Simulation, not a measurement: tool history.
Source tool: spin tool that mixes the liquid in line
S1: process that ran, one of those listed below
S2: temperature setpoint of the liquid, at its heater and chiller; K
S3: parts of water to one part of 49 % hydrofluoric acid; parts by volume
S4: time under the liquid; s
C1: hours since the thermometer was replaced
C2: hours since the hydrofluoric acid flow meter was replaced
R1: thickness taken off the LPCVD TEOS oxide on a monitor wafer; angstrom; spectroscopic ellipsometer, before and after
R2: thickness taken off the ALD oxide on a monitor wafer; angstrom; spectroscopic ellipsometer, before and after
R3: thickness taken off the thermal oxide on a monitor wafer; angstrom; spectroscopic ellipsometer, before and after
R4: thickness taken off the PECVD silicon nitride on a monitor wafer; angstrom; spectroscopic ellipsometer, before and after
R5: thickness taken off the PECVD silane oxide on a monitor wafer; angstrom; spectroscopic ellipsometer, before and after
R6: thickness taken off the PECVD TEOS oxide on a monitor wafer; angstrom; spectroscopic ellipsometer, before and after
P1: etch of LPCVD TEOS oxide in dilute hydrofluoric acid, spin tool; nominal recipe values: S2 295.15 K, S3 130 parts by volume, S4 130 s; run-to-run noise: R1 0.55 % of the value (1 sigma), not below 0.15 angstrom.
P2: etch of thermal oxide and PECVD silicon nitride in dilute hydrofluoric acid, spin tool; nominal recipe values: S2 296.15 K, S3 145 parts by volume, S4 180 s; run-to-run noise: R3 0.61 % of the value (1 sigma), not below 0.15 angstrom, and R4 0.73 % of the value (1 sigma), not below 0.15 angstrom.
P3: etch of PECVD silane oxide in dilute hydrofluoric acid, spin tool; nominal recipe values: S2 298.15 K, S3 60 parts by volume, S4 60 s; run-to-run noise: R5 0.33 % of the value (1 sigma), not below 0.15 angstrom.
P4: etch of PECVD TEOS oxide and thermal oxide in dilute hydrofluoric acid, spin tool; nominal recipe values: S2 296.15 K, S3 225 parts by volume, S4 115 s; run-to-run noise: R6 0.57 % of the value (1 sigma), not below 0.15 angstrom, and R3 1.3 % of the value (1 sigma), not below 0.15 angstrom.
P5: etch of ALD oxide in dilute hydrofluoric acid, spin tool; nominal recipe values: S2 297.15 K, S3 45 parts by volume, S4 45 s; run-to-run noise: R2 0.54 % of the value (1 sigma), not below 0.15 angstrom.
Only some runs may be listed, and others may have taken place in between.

run   hour  S1      S2   S3   S4     C1     C2      R1      R2      R3      R4      R5      R6
  1    8.4  P1  295.15  130  130  583.4  569.6  494.28
  2   15.6  P5  297.15   45   45  590.6  576.8          209.66
  3   22.4  P2  296.15  145  180  597.4  583.6                  56.934  37.578
  4   30.4  P5  302.65   45   45  605.4  591.6          263.32
  5     38  P1  299.65  130  130    613  599.2  588.32
  6   43.3  P1  295.15  130  130  618.3  604.5  497.95
  7   53.6  P1  295.15  130  130  628.6  614.8  493.79
  8   59.9  P3  298.15   60  110  634.9  621.1                                  528.69
  9   66.2  P1  302.15  130  235  641.2  627.4  1162.7
 10   76.1  P2  292.15  145  180  651.1  637.3                  48.033   28.24
 11   83.1  P3  306.65   60   60  658.1  644.3                                  403.87
 12   91.3  P4  291.65  225  115  666.3  652.5                  16.733                  48.412
 13   99.5  P4  296.15  225   25  674.5  660.7                  4.2943                  12.405
 14  107.1  P1  295.15  235  130  682.1  668.3  247.93
 15  114.2  P3  298.15   60   60  689.2  675.4                                  289.21
 16  123.4  P1  295.15  130  130  698.4  684.6  499.56
 17  128.7  P1  291.15  130  130  703.7  689.9  419.11
 18    139  P4  296.15   50  115    714  700.2                  109.81                  314.03
 19  146.6  P3  298.15   60   60  721.6  707.8                                  289.12
 20  155.9  P2  296.15  145  320  730.9  717.1                  100.72    66.9
 21  161.2  P2  296.15  250  180  736.2  722.4                   29.99  21.659
 22  170.5  P1  295.15  130  225  745.5  731.7  864.29
 23    178  P4  296.15  225  115    753  739.2                  19.716                  56.513
 24  182.6  P5  297.15   45   45  757.6  743.8          209.28

Run 25 comes next. What will it give?
 25  192.4  P4  296.15  225  115  767.4  753.6           ?           ?

{"run 25": {"R3": 19.393, "R6": 56.396}}
